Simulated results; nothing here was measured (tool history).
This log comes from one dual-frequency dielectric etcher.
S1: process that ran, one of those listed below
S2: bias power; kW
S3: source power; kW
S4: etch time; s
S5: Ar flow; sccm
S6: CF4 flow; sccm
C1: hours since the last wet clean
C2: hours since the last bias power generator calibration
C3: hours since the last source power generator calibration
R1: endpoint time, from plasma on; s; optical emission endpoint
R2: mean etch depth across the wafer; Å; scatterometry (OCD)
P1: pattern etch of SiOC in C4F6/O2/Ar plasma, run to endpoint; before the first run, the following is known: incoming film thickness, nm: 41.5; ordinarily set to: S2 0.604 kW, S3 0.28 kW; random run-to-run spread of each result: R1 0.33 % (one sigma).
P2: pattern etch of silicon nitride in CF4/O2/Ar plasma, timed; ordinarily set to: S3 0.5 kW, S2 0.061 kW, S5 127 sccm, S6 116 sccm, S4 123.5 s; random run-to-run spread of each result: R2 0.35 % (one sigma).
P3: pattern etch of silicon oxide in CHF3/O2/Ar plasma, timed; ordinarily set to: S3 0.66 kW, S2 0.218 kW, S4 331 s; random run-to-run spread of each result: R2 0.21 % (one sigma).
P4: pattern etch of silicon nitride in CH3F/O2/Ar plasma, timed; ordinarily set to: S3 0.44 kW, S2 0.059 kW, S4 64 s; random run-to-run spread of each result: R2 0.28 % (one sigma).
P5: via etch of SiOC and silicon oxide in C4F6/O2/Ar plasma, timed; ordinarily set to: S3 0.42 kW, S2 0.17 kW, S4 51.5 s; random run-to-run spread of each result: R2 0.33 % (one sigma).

run 1 hour=8.9 | S1=P1 S2=0.604 S3=0.28 | C1=202.9 C2=3448.2 C3=1541.9 | R1=15.566
run 2 hour=19.4 | S1=P4 S2=0.059 S3=0.53 S4=64 | C1=213.4 C2=3458.7 C3=1552.4 | R2=449.45
run 3 hour=25.6 | S1=P3 S2=0.218 S3=0.41 S4=331 | C1=219.6 C2=3464.9 C3=1558.6 | R2=6017.5
run 4 hour=37.2 | S1=P1 S2=0.604 S3=0.28 | C1=231.2 C2=3476.5 C3=1570.2 | R1=15.396
run 5 hour=46.6 | S1=P3 S2=0.218 S3=0.66 S4=331 | C1=240.6 C2=3485.9 C3=1579.6 | R2=7187.6
run 6 hour=54.2 | S1=P1 S2=0.604 S3=0.28 | C1=248.2 C2=3493.5 C3=1587.2 | R1=15.496
run 7 hour=64.8 | S1=P2 S2=0.061 S3=0.5 S4=69.5 S5=127 S6=116 | C1=258.8 C2=3504.1 C3=1597.8 | R2=1414.2
run 8 hour=77.7 | S1=P1 S2=0.415 S3=0.28 | C1=271.7 C2=3517 C3=1610.7 | R1=17.882
run 9 hour=86.5 | S1=P4 S2=0.059 S3=0.44 S4=64 | C1=280.5 C2=3525.8 C3=1619.5 | R2=419.44
run 10 hour=99.1 | S1=P1 S2=0.832 S3=0.28 | C1=293.1 C2=3538.4 C3=1632.1 | R1=13.655
run 11 hour=105.5 | S1=P3 S2=0.218 S3=0.66 S4=434.5 | C1=299.5 C2=3544.8 C3=1638.5 | R2=9432.3
run 12 hour=117.9 | S1=P1 S2=0.468 S3=0.36 | C1=311.9 C2=3557.2 C3=1650.9 | R1=15.53
run 13 hour=124.1 | S1=P3 S2=0.285 S3=0.66 S4=331 | C1=318.1 C2=3563.4 C3=1657.1 | R2=7887.1
run 14 hour=136.9 | S1=P2 S2=0.061 S3=0.5 S4=123.5 S5=89 S6=116 | C1=330.9 C2=3576.2 C3=1669.9 | R2=2619.7
run 15 hour=142.8 | S1=P3 S2=0.218 S3=0.66 S4=331 | C1=336.8 C2=3582.1 C3=1675.8 | R2=7207
run 16 hour=149.7 | S1=P5 S2=0.113 S3=0.42 S4=51.5 | C1=343.7 C2=3589 C3=1682.7 | R2=509
run 17 hour=160.9 | S1=P2 S2=0.061 S3=0.7 S4=123.5 S5=127 S6=116 | C1=354.9 C2=3600.2 C3=1693.9 | R2=3369.9
run 18 hour=168.9 | S1=P2 S2=0.061 S3=0.5 S4=123.5 S5=127 S6=91 | C1=362.9 C2=3608.2 C3=1701.9 | R2=2446.2
run 19 hour=180.5 | S1=P1 S2=0.604 S3=0.28 | C1=374.5 C2=3619.8 C3=1713.5 | R1=15.53
run 20 hour=187.5 | S1=P1 S2=0.604 S3=0.19 | C1=381.5 C2=3626.8 C3=1720.5 | R1=17.813
run 21 hour=198.8 | S1=P4 S2=0.059 S3=0.44 S4=42.5 | C1=392.8 C2=3638.1 C3=1731.8 | R2=279.49
run 22 hour=211.2 | S1=P1 S2=0.604 S3=0.28 | C1=405.2 C2=3650.5 C3=1744.2 | R1=15.508
run 23 hour=223 | S1=P5 S2=0.17 S3=0.42 S4=51.5 | C1=417 C2=3662.3 C3=1756 | R2=574.57
run 24 hour=229.8 | S1=P1 S2=0.604 S3=0.28 | C1=423.8 C2=3669.1 C3=1762.8 | R1=15.524
-- hour=231.5 wet clean of the chamber
run 25 hour=239.4 | S1=P4 S2=0.084 S3=0.44 S4=64 | C1=7.9 C2=3678.7 C3=1772.4 | R2=474.41
run 26 hour=251 | S1=P5 S2=0.17 S3=0.42 S4=51.5 | C1=19.5 C2=3690.3 C3=1784 | R2=576.42
run 27 hour=262.4 | S1=P2 S2=0.084 S3=0.5 S4=123.5 S5=127 S6=116 | C1=30.9 C2=3701.7 C3=1795.4 | R2=2855
run 28 hour=271.8 | S1=P5 S2=0.17 S3=0.42 S4=74.5 | C1=40.3 C2=3711.1 C3=1804.8 | R2=828.19
run 29 hour=282.9 | S1=P2 S2=0.061 S3=0.5 S4=123.5 S5=127 S6=116 | C1=51.4 C2=3722.2 C3=1815.9 | R2=2529.6
run 30 hour=293.5 | S1=P1 S2=0.604 S3=0.37 | C1=62 C2=3732.8 C3=1826.5 | R1=13.994
run 31 hour=299.7 | S1=P5 S2=0.17 S3=0.52 S4=51.5 | C1=68.2 C2=3739 C3=1832.7 | R2=628.02
run 32 hour=306.9 | S1=P1 S2=0.604 S3=0.28 | C1=75.4 C2=3746.2 C3=1839.9 | R1=15.451
run 33 hour=312.5 | S1=P1 S2=0.604 S3=0.28 | C1=81 C2=3751.8 C3=1845.5 | R1=15.363

What does the tool deliver on the next run?
run 34 hour=325.4 | S1=P1 S2=0.604 S3=0.28 | C1=93.9 C2=3764.7 C3=1858.4 | R1=?

{"run 34": {"R1": 15.261}}
